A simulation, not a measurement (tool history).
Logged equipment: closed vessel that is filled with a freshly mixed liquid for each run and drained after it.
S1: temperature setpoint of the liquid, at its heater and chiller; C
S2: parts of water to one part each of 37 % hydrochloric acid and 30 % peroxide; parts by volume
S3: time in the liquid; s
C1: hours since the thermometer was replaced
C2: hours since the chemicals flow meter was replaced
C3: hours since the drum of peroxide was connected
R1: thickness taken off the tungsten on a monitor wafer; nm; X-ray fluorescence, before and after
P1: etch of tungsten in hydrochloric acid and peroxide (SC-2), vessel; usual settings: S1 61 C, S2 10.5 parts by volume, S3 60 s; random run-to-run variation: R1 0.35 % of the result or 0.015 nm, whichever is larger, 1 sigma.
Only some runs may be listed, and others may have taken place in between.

run 1 hour=3.6 | S1=61 S2=10.5 S3=60 | C1=1330.7 C2=494.3 C3=380.6 | R1=20.961
run 2 hour=6.7 | S1=72 S2=10.5 S3=60 | C1=1333.8 C2=497.4 C3=383.7 | R1=40.801
run 3 hour=11 | S1=61 S2=10.5 S3=30 | C1=1338.1 C2=501.7 C3=388 | R1=10.595
run 4 hour=13.6 | S1=61 S2=10.5 S3=60 | C1=1340.7 C2=504.3 C3=390.6 | R1=20.9
run 5 hour=17.6 | S1=71 S2=10.5 S3=30 | C1=1344.7 C2=508.3 C3=394.6 | R1=19.349
run 6 hour=21 | S1=49 S2=14.5 S3=60 | C1=1348.1 C2=511.7 C3=398 | R1=7.3739
run 7 hour=24.1 | S1=61 S2=10.5 S3=60 | C1=1351.2 C2=514.8 C3=401.1 | R1=20.972
run 8 hour=26.9 | S1=61 S2=10.5 S3=60 | C1=1354 C2=517.6 C3=403.9 | R1=21.011
run 9 hour=30.9 | S1=61 S2=4 S3=60 | C1=1358 C2=521.6 C3=407.9 | R1=43.584
run 10 hour=33.9 | S1=45.5 S2=10.5 S3=60 | C1=1361 C2=524.6 C3=410.9 | R1=7.6386
run 11 hour=37.2 | S1=61 S2=17 S3=60 | C1=1364.3 C2=527.9 C3=414.2 | R1=13.843
run 12 hour=40.7 | S1=61 S2=10.5 S3=60 | C1=1367.8 C2=531.4 C3=417.7 | R1=21.017
run 13 hour=45.1 | S1=61 S2=10.5 S3=60 | C1=1372.2 C2=535.8 C3=422.1 | R1=20.868
run 14 hour=48.9 | S1=61 S2=4 S3=110 | C1=1376 C2=539.6 C3=425.9 | R1=80.407
run 15 hour=52.1 | S1=61 S2=10.5 S3=60 | C1=1379.2 C2=542.8 C3=429.1 | R1=20.899
run 16 hour=56.4 | S1=61 S2=10.5 S3=95 | C1=1383.5 C2=547.1 C3=433.4 | R1=33.433
run 17 hour=59.3 | S1=61 S2=10.5 S3=60 | C1=1386.4 C2=550 C3=436.3 | R1=20.964
run 18 hour=61.9 | S1=61 S2=10.5 S3=60 | C1=1389 C2=552.6 C3=438.9 | R1=21.506
run 19 hour=66.2 | S1=61 S2=10.5 S3=60 | C1=1393.3 C2=556.9 C3=443.2 | R1=22.074

Run 20 has not been measured yet. What should we expect?
run 20 hour=70.5 | S1=61 S2=10.5 S3=60 | C1=1397.6 C2=561.2 C3=447.5 | R1=?

R1: 22.283 nm

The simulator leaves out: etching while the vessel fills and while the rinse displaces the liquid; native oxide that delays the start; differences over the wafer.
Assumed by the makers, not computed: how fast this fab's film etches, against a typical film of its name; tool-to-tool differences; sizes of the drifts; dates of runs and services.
